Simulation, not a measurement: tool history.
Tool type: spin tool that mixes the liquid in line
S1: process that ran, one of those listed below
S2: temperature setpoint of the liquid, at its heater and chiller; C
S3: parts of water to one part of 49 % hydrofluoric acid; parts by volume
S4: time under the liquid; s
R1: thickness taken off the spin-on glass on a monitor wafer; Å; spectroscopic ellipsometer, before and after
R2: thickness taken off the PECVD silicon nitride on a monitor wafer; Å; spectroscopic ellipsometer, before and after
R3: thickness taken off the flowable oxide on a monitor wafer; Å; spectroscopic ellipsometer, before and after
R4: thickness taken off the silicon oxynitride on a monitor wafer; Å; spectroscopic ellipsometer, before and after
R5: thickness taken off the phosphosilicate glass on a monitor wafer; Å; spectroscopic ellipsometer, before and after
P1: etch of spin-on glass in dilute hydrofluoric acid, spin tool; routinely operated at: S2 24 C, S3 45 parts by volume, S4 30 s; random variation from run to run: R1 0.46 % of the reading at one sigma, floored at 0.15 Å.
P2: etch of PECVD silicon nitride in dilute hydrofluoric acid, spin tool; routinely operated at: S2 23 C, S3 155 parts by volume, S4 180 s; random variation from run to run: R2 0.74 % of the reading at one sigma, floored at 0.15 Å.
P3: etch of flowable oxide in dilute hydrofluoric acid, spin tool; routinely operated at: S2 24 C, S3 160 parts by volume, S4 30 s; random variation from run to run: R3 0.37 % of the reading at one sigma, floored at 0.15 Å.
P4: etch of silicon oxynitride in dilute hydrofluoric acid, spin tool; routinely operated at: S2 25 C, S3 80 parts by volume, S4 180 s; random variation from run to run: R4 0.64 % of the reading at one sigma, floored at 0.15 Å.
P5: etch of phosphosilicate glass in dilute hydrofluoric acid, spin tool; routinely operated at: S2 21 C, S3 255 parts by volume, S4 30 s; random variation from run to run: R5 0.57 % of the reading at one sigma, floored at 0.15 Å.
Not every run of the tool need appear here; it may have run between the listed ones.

| run | hour | S1 | S2 | S3 | S4 | R1 | R2 | R3 | R4 | R5 |
|---|---|---|---|---|---|---|---|---|---|---|
| 1 | 5.2 | P1 | 24 | 45 | 30 | 244.86 |  |  |  |  |
| 2 | 11.9 | P1 | 29 | 45 | 30 | 300.25 |  |  |  |  |
| 3 | 17.2 | P1 | 24 | 45 | 30 | 246.67 |  |  |  |  |
| 4 | 24.8 | P2 | 23 | 155 | 50 |  | 9.71 |  |  |  |
| 5 | 28.9 | P3 | 19.5 | 160 | 30 |  |  | 62.116 |  |  |
| 6 | 35.4 | P2 | 23 | 155 | 180 |  | 34.739 |  |  |  |
| 7 | 40.2 | P1 | 24 | 45 | 15 | 123.67 |  |  |  |  |
| 8 | 45.9 | P4 | 18 | 80 | 180 |  |  |  | 30.905 |  |
| 9 | 52.6 | P1 | 24 | 65 | 30 | 165.18 |  |  |  |  |
| 10 | 56.5 | P5 | 21 | 255 | 15 |  |  |  |  | 34.049 |
| 11 | 62.3 | P5 | 21 | 255 | 30 |  |  |  |  | 66.986 |
| 12 | 69.2 | P2 | 23 | 155 | 180 |  | 35.275 |  |  |  |
| 13 | 74 | P3 | 24 | 55 | 30 |  |  | 245.13 |  |  |
| 14 | 80 | P3 | 24 | 160 | 65 |  |  | 160.14 |  |  |
| 15 | 84.4 | P4 | 25 | 80 | 180 |  |  |  | 43.047 |  |
| 16 | 91.7 | P4 | 25 | 80 | 25 |  |  |  | 6.141 |  |
| 17 | 99.9 | P1 | 24 | 45 | 60 | 491.55 |  |  |  |  |
| 18 | 104.9 | P4 | 25 | 125 | 180 |  |  |  | 26.499 |  |
|  | 110 | hydrofluoric acid flow meter replaced |
| 19 | 113 | P2 | 23 | 90 | 180 |  | 59.207 |  |  |  |
| 20 | 117.7 | P1 | 24 | 45 | 30 | 243.93 |  |  |  |  |
| 21 | 124.2 | P5 | 21 | 255 | 30 |  |  |  |  | 67.755 |
| 22 | 130.2 | P1 | 19.5 | 45 | 15 | 100.95 |  |  |  |  |
| 23 | 135.9 | P1 | 28 | 45 | 50 | 481.49 |  |  |  |  |
| 24 | 143.8 | P3 | 24 | 160 | 30 |  |  | 73.983 |  |  |
| 25 | 152.4 | P1 | 24 | 45 | 30 | 244.25 |  |  |  |  |
| 26 | 159.3 | P4 | 25 | 80 | 180 |  |  |  | 43.802 |  |
| 27 | 167.9 | P2 | 28.5 | 155 | 180 |  | 49.814 |  |  |  |
| 28 | 171.8 | P1 | 24 | 45 | 30 | 246.36 |  |  |  |  |
| 29 | 179.4 | P1 | 24 | 25 | 30 | 453.97 |  |  |  |  |
| 30 | 185.2 | P3 | 24 | 160 | 30 |  |  | 73.857 |  |  |
| 31 | 191.8 | P1 | 19 | 45 | 30 | 198.23 |  |  |  |  |
| 32 | 196.9 | P5 | 21 | 40 | 30 |  |  |  |  | 539.09 |
| 33 | 201.8 | P5 | 26.5 | 255 | 30 |  |  |  |  | 81.915 |
| 34 | 209.1 | P1 | 24 | 45 | 30 | 245.35 |  |  |  |  |
| 35 | 213.9 | P1 | 24 | 45 | 30 | 250.45 |  |  |  |  |

For run 36, what comes out?
| 36 | 219.1 | P1 | 24 | 45 | 30 | ? |  |  |  |  |

{"run 36": {"R1": 257.01}}

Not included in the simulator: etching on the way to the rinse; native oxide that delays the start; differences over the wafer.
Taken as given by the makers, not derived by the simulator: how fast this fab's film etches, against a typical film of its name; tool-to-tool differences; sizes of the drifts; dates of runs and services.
